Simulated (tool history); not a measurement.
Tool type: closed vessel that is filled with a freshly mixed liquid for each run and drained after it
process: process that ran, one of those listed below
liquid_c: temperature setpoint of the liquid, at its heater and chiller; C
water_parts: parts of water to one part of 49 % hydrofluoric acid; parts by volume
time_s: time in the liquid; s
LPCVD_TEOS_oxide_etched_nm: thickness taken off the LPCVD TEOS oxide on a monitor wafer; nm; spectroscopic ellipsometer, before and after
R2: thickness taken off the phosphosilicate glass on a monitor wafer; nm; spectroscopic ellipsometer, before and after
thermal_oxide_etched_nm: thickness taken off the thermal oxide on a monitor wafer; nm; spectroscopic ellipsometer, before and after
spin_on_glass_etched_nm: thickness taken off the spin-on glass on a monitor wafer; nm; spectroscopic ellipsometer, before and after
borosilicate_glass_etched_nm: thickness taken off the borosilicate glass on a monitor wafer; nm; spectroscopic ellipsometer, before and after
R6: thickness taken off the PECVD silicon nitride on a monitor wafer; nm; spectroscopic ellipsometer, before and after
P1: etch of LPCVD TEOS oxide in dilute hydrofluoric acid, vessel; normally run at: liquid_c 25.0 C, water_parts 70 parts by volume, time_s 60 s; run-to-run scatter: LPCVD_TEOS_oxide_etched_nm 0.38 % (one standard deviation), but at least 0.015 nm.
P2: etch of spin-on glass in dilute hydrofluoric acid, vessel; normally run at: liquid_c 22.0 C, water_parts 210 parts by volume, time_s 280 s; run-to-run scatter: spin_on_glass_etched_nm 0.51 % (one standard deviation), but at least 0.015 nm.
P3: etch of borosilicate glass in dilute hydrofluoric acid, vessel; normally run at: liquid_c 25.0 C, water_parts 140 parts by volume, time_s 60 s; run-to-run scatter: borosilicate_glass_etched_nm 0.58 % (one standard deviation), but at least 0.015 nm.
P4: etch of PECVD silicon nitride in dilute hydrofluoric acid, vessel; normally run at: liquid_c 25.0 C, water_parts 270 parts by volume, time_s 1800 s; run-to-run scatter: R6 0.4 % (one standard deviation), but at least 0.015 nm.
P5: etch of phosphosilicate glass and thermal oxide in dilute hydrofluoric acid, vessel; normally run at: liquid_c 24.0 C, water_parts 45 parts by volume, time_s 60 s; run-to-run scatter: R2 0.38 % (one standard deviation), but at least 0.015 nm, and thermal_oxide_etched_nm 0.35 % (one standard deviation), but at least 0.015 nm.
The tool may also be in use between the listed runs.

run 1 hour=8.9 | process=P1 liquid_c=25.0 water_parts=70 time_s=60 | LPCVD_TEOS_oxide_etched_nm=40.470
run 2 hour=19.5 | process=P1 liquid_c=25.0 water_parts=70 time_s=60 | LPCVD_TEOS_oxide_etched_nm=40.415
run 3 hour=25.4 | process=P1 liquid_c=18.5 water_parts=70 time_s=30 | LPCVD_TEOS_oxide_etched_nm=15.437
run 4 hour=32.0 | process=P5 liquid_c=24.0 water_parts=45 time_s=90 | R2=201.46 thermal_oxide_etched_nm=10.2600
run 5 hour=39.7 | process=P2 liquid_c=22.0 water_parts=120 time_s=280 | spin_on_glass_etched_nm=64.217
run 6 hour=45.8 | process=P3 liquid_c=25.0 water_parts=245 time_s=60 | borosilicate_glass_etched_nm=5.6531
run 7 hour=52.8 | process=P3 liquid_c=25.0 water_parts=140 time_s=60 | borosilicate_glass_etched_nm=11.1950
run 8 hour=62.0 | process=P4 liquid_c=25.0 water_parts=270 time_s=1800 | R6=12.4180
run 9 hour=68.2 | process=P5 liquid_c=24.0 water_parts=45 time_s=60 | R2=133.55 thermal_oxide_etched_nm=6.8008
run 10 hour=77.8 | process=P1 liquid_c=17.0 water_parts=70 time_s=60 | LPCVD_TEOS_oxide_etched_nm=28.984
run 11 hour=87.6 | process=P5 liquid_c=24.0 water_parts=25 time_s=60 | R2=246.15 thermal_oxide_etched_nm=12.6410
run 12 hour=96.4 | process=P4 liquid_c=25.0 water_parts=455 time_s=1800 | R6=7.4237
run 13 hour=105.3 | process=P1 liquid_c=25.0 water_parts=110 time_s=60 | LPCVD_TEOS_oxide_etched_nm=24.600
-- hour=113.0 hydrofluoric acid flow meter replaced
run 14 hour=113.2 | process=P5 liquid_c=18.0 water_parts=45 time_s=60 | R2=103.51 thermal_oxide_etched_nm=5.2821
run 15 hour=119.5 | process=P3 liquid_c=25.0 water_parts=140 time_s=60 | borosilicate_glass_etched_nm=11.1140
run 16 hour=129.2 | process=P2 liquid_c=22.0 water_parts=210 time_s=435 | spin_on_glass_etched_nm=51.607
run 17 hour=136.0 | process=P1 liquid_c=25.0 water_parts=70 time_s=60 | LPCVD_TEOS_oxide_etched_nm=40.249
run 18 hour=144.8 | process=P4 liquid_c=30.0 water_parts=270 time_s=1800 | R6=16.6320
run 19 hour=155.2 | process=P1 liquid_c=31.0 water_parts=70 time_s=60 | LPCVD_TEOS_oxide_etched_nm=51.003
run 20 hour=160.4 | process=P4 liquid_c=25.0 water_parts=270 time_s=1800 | R6=12.3860
run 21 hour=168.6 | process=P3 liquid_c=30.5 water_parts=140 time_s=60 | borosilicate_glass_etched_nm=13.5060
run 22 hour=178.8 | process=P2 liquid_c=27.5 water_parts=210 time_s=280 | spin_on_glass_etched_nm=40.533
run 23 hour=184.5 | process=P1 liquid_c=25.0 water_parts=70 time_s=110 | LPCVD_TEOS_oxide_etched_nm=74.033
run 24 hour=191.2 | process=P2 liquid_c=22.0 water_parts=210 time_s=280 | spin_on_glass_etched_nm=32.928
run 25 hour=199.6 | process=P1 liquid_c=25.0 water_parts=70 time_s=60 | LPCVD_TEOS_oxide_etched_nm=40.440
run 26 hour=206.7 | process=P3 liquid_c=25.0 water_parts=140 time_s=30 | borosilicate_glass_etched_nm=5.5741
run 27 hour=215.8 | process=P1 liquid_c=25.0 water_parts=70 time_s=60 | LPCVD_TEOS_oxide_etched_nm=40.732
run 28 hour=223.2 | process=P1 liquid_c=25.0 water_parts=70 time_s=60 | LPCVD_TEOS_oxide_etched_nm=40.456
run 29 hour=232.1 | process=P1 liquid_c=25.0 water_parts=70 time_s=60 | LPCVD_TEOS_oxide_etched_nm=40.445
run 30 hour=237.0 | process=P1 liquid_c=25.0 water_parts=70 time_s=30 | LPCVD_TEOS_oxide_etched_nm=20.156
run 31 hour=242.0 | process=P2 liquid_c=22.0 water_parts=210 time_s=280 | spin_on_glass_etched_nm=33.166
run 32 hour=252.0 | process=P4 liquid_c=25.0 water_parts=270 time_s=620 | R6=4.2695
run 33 hour=259.1 | process=P1 liquid_c=25.0 water_parts=40 time_s=60 | LPCVD_TEOS_oxide_etched_nm=73.824
run 34 hour=267.2 | process=P1 liquid_c=25.0 water_parts=70 time_s=60 | LPCVD_TEOS_oxide_etched_nm=40.446
run 35 hour=277.8 | process=P1 liquid_c=25.0 water_parts=70 time_s=60 | LPCVD_TEOS_oxide_etched_nm=41.608
run 36 hour=282.5 | process=P1 liquid_c=25.0 water_parts=70 time_s=60 | LPCVD_TEOS_oxide_etched_nm=41.781
run 37 hour=287.7 | process=P1 liquid_c=25.0 water_parts=70 time_s=60 | LPCVD_TEOS_oxide_etched_nm=41.955
run 38 hour=294.7 | process=P1 liquid_c=25.0 water_parts=70 time_s=60 | LPCVD_TEOS_oxide_etched_nm=42.302
run 39 hour=305.2 | process=P1 liquid_c=25.0 water_parts=70 time_s=60 | LPCVD_TEOS_oxide_etched_nm=42.817
run 40 hour=316.0 | process=P1 liquid_c=25.0 water_parts=70 time_s=60 | LPCVD_TEOS_oxide_etched_nm=42.888
run 41 hour=326.2 | process=P1 liquid_c=25.0 water_parts=70 time_s=60 | LPCVD_TEOS_oxide_etched_nm=42.852
run 42 hour=332.2 | process=P1 liquid_c=25.0 water_parts=70 time_s=60 | LPCVD_TEOS_oxide_etched_nm=42.786
run 43 hour=338.8 | process=P1 liquid_c=25.0 water_parts=70 time_s=60 | LPCVD_TEOS_oxide_etched_nm=43.157
run 44 hour=346.1 | process=P1 liquid_c=25.0 water_parts=70 time_s=60 | LPCVD_TEOS_oxide_etched_nm=43.520
run 45 hour=354.4 | process=P1 liquid_c=25.0 water_parts=70 time_s=60 | LPCVD_TEOS_oxide_etched_nm=43.252

P1 no longer gives what it gave before; its output has crept away from where it was. The following 2 causes, each at its listed size, fit the log equally well:
A: liquid hotter than its thermometer reads (K) = 1.66
B: hydrofluoric acid flow above the setpoint (%) = 6.23
Creep in the process output first set in at about hour 267.2.

Listed below are the offered check runs, one wafer per run, with question marks in place of results. For which of them would the causes give clearly different outcomes?
run check 1 hour=362.7 | process=P2 liquid_c=22.0 water_parts=210 time_s=280 | spin_on_glass_etched_nm=?
run check 2 hour=362.7 | process=P4 liquid_c=25.0 water_parts=270 time_s=1800 | R6=?
run check 3 hour=362.7 | process=P3 liquid_c=25.0 water_parts=140 time_s=60 | borosilicate_glass_etched_nm=?
run check 4 hour=362.7 | process=P5 liquid_c=24.0 water_parts=45 time_s=60 | R2=? thermal_oxide_etched_nm=?

Expected result of each check under each candidate cause:
check=check_1 result=spin_on_glass_etched_nm if_A=35.335 if_B=35.736
check=check_2 result=R6 if_A=13.7140 if_B=13.1720
check=check_3 result=borosilicate_glass_etched_nm if_A=11.8070 if_B=11.8960
check=check_4 result=R2 if_A=143.20 if_B=142.60
check=check_4 result=thermal_oxide_etched_nm if_A=7.2990 if_B=7.2687
How far apart the two closest causes lie, in the result that separates them most: check 1 1.13 %; check 2 4.03 %; check 3 0.75 %; check 4 0.42 %
The other checks would show nearly matching results whichever cause is true, so check 2 is the only one that separates the causes.

After running check 2, the following was obtained: R6 13.6360 nm. Which cause does this point to?

A is the cause: liquid hotter than its thermometer reads (K).

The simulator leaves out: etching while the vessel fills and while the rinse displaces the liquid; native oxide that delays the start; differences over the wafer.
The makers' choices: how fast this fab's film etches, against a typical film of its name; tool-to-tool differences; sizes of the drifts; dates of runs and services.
